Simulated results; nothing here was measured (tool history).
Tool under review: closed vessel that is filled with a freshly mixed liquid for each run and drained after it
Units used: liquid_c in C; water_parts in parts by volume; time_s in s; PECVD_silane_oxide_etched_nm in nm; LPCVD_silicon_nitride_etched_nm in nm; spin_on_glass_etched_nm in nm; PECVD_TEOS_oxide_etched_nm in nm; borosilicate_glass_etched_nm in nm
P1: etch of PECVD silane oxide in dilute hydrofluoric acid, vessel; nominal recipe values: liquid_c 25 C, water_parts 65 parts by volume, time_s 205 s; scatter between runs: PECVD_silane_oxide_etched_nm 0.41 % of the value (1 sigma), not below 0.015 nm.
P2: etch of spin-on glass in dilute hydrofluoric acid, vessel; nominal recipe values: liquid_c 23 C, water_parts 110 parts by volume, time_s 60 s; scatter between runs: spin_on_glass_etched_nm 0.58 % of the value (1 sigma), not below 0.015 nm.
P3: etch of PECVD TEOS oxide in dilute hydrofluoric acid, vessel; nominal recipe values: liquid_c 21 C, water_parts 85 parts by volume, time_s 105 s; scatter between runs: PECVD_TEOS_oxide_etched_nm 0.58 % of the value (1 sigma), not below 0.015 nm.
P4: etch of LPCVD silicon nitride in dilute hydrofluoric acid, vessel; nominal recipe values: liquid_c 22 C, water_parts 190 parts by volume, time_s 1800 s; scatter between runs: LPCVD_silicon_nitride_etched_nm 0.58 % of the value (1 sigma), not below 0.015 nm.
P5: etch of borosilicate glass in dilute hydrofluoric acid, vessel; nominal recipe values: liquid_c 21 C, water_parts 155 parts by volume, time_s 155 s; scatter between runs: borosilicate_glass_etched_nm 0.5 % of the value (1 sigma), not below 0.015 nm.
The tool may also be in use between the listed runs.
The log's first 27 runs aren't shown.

run,hour,process,liquid_c,water_parts,time_s,hours since the thermometer was replaced,hours since the hydrofluoric acid flow meter was replaced,PECVD_silane_oxide_etched_nm,LPCVD_silicon_nitride_etched_nm,spin_on_glass_etched_nm,PECVD_TEOS_oxide_etched_nm,borosilicate_glass_etched_nm
28,299.8,P1,25,20,80,755.3,172.5,68.515,,,,
29,311.2,P5,26.5,155,155,766.7,183.9,,,,,31.008
30,323.3,P5,21,155,155,778.8,196,,,,,25.318
31,336.1,P2,23,110,105,791.6,208.8,,,33.685,,
32,347.2,P1,25,65,205,802.7,219.9,50.633,,,,
33,360,P1,25,65,30,815.5,232.7,7.4487,,,,
34,366.5,P1,25,65,205,822,239.2,50.848,,,,
35,377.7,P1,25,65,205,833.2,250.4,52.579,,,,
36,385.6,P1,25,65,205,841.1,258.3,53.174,,,,

What does the tool deliver on the next run?
37,395.7,P1,25,65,205,851.2,268.4,?,,,,

PECVD_silane_oxide_etched_nm: 54.049 nm
